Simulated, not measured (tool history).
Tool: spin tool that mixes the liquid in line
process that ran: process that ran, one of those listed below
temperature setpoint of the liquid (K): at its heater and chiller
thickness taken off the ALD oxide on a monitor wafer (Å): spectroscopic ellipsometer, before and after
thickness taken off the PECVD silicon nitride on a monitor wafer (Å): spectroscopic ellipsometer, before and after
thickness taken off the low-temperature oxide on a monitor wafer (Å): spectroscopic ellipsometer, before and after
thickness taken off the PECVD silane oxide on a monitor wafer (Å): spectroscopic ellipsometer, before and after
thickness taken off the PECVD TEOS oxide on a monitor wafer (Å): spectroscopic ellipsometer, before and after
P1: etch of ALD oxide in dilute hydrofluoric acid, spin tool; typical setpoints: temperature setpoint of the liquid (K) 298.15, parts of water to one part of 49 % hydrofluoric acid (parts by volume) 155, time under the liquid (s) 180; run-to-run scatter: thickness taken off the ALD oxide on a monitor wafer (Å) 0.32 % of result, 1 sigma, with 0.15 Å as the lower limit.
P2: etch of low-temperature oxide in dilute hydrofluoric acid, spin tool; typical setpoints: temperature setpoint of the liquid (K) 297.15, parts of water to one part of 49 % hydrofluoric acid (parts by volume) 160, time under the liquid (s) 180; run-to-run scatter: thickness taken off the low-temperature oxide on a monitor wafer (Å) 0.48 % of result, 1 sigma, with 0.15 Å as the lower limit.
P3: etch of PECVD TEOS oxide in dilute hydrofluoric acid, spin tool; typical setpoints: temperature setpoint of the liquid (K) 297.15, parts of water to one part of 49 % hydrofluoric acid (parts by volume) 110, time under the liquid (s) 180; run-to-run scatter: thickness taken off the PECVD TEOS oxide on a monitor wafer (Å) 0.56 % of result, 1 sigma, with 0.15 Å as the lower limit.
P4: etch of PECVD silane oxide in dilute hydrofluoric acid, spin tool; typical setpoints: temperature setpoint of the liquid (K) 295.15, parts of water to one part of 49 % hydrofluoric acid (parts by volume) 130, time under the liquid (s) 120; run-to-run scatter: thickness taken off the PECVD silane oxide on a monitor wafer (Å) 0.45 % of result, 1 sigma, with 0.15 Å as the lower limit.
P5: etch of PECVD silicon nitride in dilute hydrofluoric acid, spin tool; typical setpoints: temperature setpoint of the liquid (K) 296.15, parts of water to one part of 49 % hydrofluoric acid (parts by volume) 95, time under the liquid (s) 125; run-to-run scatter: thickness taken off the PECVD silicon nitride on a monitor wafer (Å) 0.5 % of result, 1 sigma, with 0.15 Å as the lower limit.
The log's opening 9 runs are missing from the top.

| run | hour | process that ran | temperature setpoint of the liquid (K) | parts of water to one part of 49 % hydrofluoric acid (parts by volume) | time under the liquid (s) | hours since the thermometer was replaced | hours since the hydrofluoric acid flow meter was replaced | thickness taken off the ALD oxide on a monitor wafer (Å) | thickness taken off the PECVD silicon nitride on a monitor wafer (Å) | thickness taken off the low-temperature oxide on a monitor wafer (Å) | thickness taken off the PECVD silane oxide on a monitor wafer (Å) | thickness taken off the PECVD TEOS oxide on a monitor wafer (Å) |
|---|---|---|---|---|---|---|---|---|---|---|---|---|
| 10 | 86.4 | P5 | 290.15 | 95 | 125 | 1133.4 | 383.5 |  | 29.94 |  |  |  |
| 11 | 94.4 | P1 | 293.65 | 155 | 180 | 1141.4 | 391.5 | 141.59 |  |  |  |  |
| 12 | 103.3 | P2 | 305.65 | 160 | 180 | 1150.3 | 400.4 |  |  | 356.91 |  |  |
| 13 | 112 | P4 | 295.15 | 190 | 120 | 1159 | 409.1 |  |  |  | 126.31 |  |
| 14 | 121.7 | P2 | 297.15 | 160 | 180 | 1168.7 | 418.8 |  |  | 261.53 |  |  |
| 15 | 128.7 | P3 | 297.15 | 40 | 180 | 1175.7 | 425.8 |  |  |  |  | 739.09 |
| 16 | 140.7 | P4 | 295.15 | 130 | 120 | 1187.7 | 437.8 |  |  |  | 196.85 |  |
| 17 | 149.8 | P1 | 298.15 | 155 | 180 | 1196.8 | 446.9 | 168.14 |  |  |  |  |
| 18 | 155.8 | P5 | 296.15 | 95 | 125 | 1202.8 | 452.9 |  | 45.03 |  |  |  |
| 19 | 167.1 | P1 | 298.15 | 155 | 300 | 1214.1 | 464.2 | 281.4 |  |  |  |  |
| 20 | 176.2 | P3 | 297.15 | 110 | 25 | 1223.2 | 473.3 |  |  |  |  | 34.91 |
| 21 | 187.2 | P3 | 302.65 | 110 | 180 | 1234.2 | 484.3 |  |  |  |  | 306.05 |
| 22 | 194.7 | P3 | 297.15 | 110 | 180 | 1241.7 | 491.8 |  |  |  |  | 245.36 |
| 23 | 206.8 | P1 | 298.15 | 155 | 180 | 1253.8 | 503.9 | 168.12 |  |  |  |  |
| 24 | 215.1 | P1 | 298.15 | 155 | 180 | 1262.1 | 512.2 | 167.36 |  |  |  |  |
| 25 | 228 | P1 | 298.15 | 155 | 60 | 1275 | 525.1 | 56.384 |  |  |  |  |
| 26 | 240.3 | P4 | 295.15 | 130 | 15 | 1287.3 | 537.4 |  |  |  | 24.684 |  |
| 27 | 246.6 | P1 | 298.15 | 70 | 180 | 1293.6 | 543.7 | 414.82 |  |  |  |  |
| 28 | 256.8 | P4 | 290.15 | 130 | 120 | 1303.8 | 553.9 |  |  |  | 161.67 |  |
| 29 | 266.1 | P5 | 296.15 | 95 | 35 | 1313.1 | 563.2 |  | 12.782 |  |  |  |

Run 30, settings as shown, results not yet in. Your forecast:
| 30 | 277.5 | P2 | 297.15 | 260 | 180 | 1324.5 | 574.6 |  |  | ? |  |  |

{"run 30": {"thickness taken off the low-temperature oxide on a monitor wafer (Å)": 144.93}}
